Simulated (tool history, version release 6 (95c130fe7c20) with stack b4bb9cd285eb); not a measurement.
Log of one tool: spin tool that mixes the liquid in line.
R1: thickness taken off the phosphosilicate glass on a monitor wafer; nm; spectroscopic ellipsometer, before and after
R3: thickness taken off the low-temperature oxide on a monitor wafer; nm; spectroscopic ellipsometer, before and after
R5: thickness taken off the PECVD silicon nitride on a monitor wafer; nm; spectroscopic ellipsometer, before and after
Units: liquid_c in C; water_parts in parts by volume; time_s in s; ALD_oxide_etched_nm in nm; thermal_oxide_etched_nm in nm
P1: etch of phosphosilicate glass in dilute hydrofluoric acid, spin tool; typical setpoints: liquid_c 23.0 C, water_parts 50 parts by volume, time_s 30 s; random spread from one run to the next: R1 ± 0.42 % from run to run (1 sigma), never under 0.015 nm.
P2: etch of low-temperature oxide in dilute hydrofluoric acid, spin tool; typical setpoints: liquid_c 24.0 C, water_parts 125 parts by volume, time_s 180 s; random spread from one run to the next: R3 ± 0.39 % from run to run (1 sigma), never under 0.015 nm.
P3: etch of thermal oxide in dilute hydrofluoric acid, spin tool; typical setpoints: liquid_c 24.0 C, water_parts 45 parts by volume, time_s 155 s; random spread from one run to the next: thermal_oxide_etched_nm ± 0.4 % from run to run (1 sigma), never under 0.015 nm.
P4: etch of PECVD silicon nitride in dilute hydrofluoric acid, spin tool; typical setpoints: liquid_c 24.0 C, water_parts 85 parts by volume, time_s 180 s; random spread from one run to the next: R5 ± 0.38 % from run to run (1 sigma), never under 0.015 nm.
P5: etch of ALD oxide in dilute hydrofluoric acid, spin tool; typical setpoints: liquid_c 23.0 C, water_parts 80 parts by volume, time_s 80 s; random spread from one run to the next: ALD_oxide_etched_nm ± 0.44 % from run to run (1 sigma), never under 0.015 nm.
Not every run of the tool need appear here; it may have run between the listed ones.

Run 1, hour 12.8: process P1, liquid_c 23.0 C, water_parts 50 parts by volume, time_s 30 s. Result: R1 67.395 nm.
Run 2, hour 27.4: process P5, liquid_c 23.0 C, water_parts 40 parts by volume, time_s 80 s. Result: ALD_oxide_etched_nm 55.0110 nm.
Run 3, hour 37.3: process P2, liquid_c 18.0 C, water_parts 125 parts by volume, time_s 180 s. Result: R3 22.956 nm.
Run 4, hour 51.0: process P3, liquid_c 24.0 C, water_parts 45 parts by volume, time_s 155 s. Result: thermal_oxide_etched_nm 17.5090 nm.
Run 5, hour 66.3: process P5, liquid_c 23.0 C, water_parts 80 parts by volume, time_s 80 s. Result: ALD_oxide_etched_nm 26.1600 nm.
Run 6, hour 75.3: process P1, liquid_c 23.0 C, water_parts 30 parts by volume, time_s 30 s. Result: R1 115.640 nm.
Run 7, hour 89.9: process P1, liquid_c 23.0 C, water_parts 85 parts by volume, time_s 30 s. Result: R1 38.342 nm.
Run 8, hour 103.3: process P3, liquid_c 24.0 C, water_parts 75 parts by volume, time_s 155 s. Result: thermal_oxide_etched_nm 9.9876 nm.
Run 9, hour 118.7: process P2, liquid_c 24.0 C, water_parts 125 parts by volume, time_s 290 s. Result: R3 46.903 nm.
Run 10, hour 126.2: process P1, liquid_c 23.0 C, water_parts 50 parts by volume, time_s 55 s. Result: R1 123.860 nm.
Run 11, hour 134.5: process P2, liquid_c 24.0 C, water_parts 30 parts by volume, time_s 180 s. Result: R3 137.100 nm.
Run 12, hour 142.6: process P1, liquid_c 30.0 C, water_parts 75 parts by volume, time_s 30 s. Result: R1 57.743 nm.
Run 13, hour 155.8: process P1, liquid_c 23.0 C, water_parts 50 parts by volume, time_s 30 s. Result: R1 67.836 nm.
Run 14, hour 167.3: process P2, liquid_c 24.0 C, water_parts 125 parts by volume, time_s 180 s. Result: R3 29.065 nm.
Run 15, hour 175.7: process P1, liquid_c 28.5 C, water_parts 50 parts by volume, time_s 45 s. Result: R1 126.460 nm.
Run 16, hour 190.1: process P5, liquid_c 23.0 C, water_parts 80 parts by volume, time_s 15 s. Result: ALD_oxide_etched_nm 4.8931 nm.
Run 17, hour 203.5: process P1, liquid_c 23.0 C, water_parts 50 parts by volume, time_s 30 s. Result: R1 67.697 nm.
Run 18, hour 211.5: process P5, liquid_c 23.0 C, water_parts 80 parts by volume, time_s 80 s. Result: ALD_oxide_etched_nm 26.1940 nm.
Run 19, hour 226.5: process P1, liquid_c 31.0 C, water_parts 20 parts by volume, time_s 30 s. Result: R1 243.800 nm.
Run 20, hour 238.8: process P3, liquid_c 24.0 C, water_parts 45 parts by volume, time_s 155 s. Result: thermal_oxide_etched_nm 17.5080 nm.
Run 21, hour 253.4: process P4, liquid_c 24.0 C, water_parts 85 parts by volume, time_s 180 s. Result: R5 8.20670 nm.
Run 22, hour 266.9: process P1, liquid_c 23.0 C, water_parts 50 parts by volume, time_s 15 s. Result: R1 34.229 nm.
Run 23, hour 283.9: process P1, liquid_c 17.0 C, water_parts 50 parts by volume, time_s 30 s. Result: R1 52.465 nm.
Run 24, hour 299.9: process P1, liquid_c 23.0 C, water_parts 50 parts by volume, time_s 30 s. Result: R1 67.840 nm.
Run 25, hour 315.7: process P5, liquid_c 17.0 C, water_parts 80 parts by volume, time_s 80 s. Result: ALD_oxide_etched_nm 20.3880 nm.
Run 26, hour 325.6: process P3, liquid_c 18.5 C, water_parts 45 parts by volume, time_s 155 s. Result: thermal_oxide_etched_nm 13.6930 nm.
Run 27, hour 333.0: process P4, liquid_c 31.0 C, water_parts 85 parts by volume, time_s 180 s. Result: R5 12.72500 nm.
Run 28, hour 342.1: process P4, liquid_c 24.0 C, water_parts 20 parts by volume, time_s 180 s. Result: R5 33.17900 nm.
Run 29, hour 354.9: process P4, liquid_c 24.0 C, water_parts 85 parts by volume, time_s 15 s. Result: R5 0.69612 nm.
Run 30, hour 364.8: process P1, liquid_c 28.0 C, water_parts 50 parts by volume, time_s 30 s. Result: R1 82.988 nm.
Run 31, hour 376.1: process P4, liquid_c 24.0 C, water_parts 85 parts by volume, time_s 180 s. Result: R5 8.13190 nm.
Run 32, hour 386.7: process P3, liquid_c 24.0 C, water_parts 45 parts by volume, time_s 260 s. Result: thermal_oxide_etched_nm 29.1480 nm.
Run 33, hour 401.0: process P1, liquid_c 23.0 C, water_parts 50 parts by volume, time_s 30 s. Result: R1 67.350 nm.
Run 34, hour 416.4: process P1, liquid_c 23.0 C, water_parts 50 parts by volume, time_s 30 s. Result: R1 70.404 nm.
Run 35, hour 429.6: process P1, liquid_c 23.0 C, water_parts 50 parts by volume, time_s 30 s. Result: R1 71.676 nm.
Run 36, hour 445.6: process P1, liquid_c 23.0 C, water_parts 50 parts by volume, time_s 30 s. Result: R1 72.967 nm.

The next listed run, before its measurement:
Run 37, hour 454.0: process P1, liquid_c 23.0 C, water_parts 50 parts by volume, time_s 30 s. Result: R1 ?.

R1: 73.271 nm
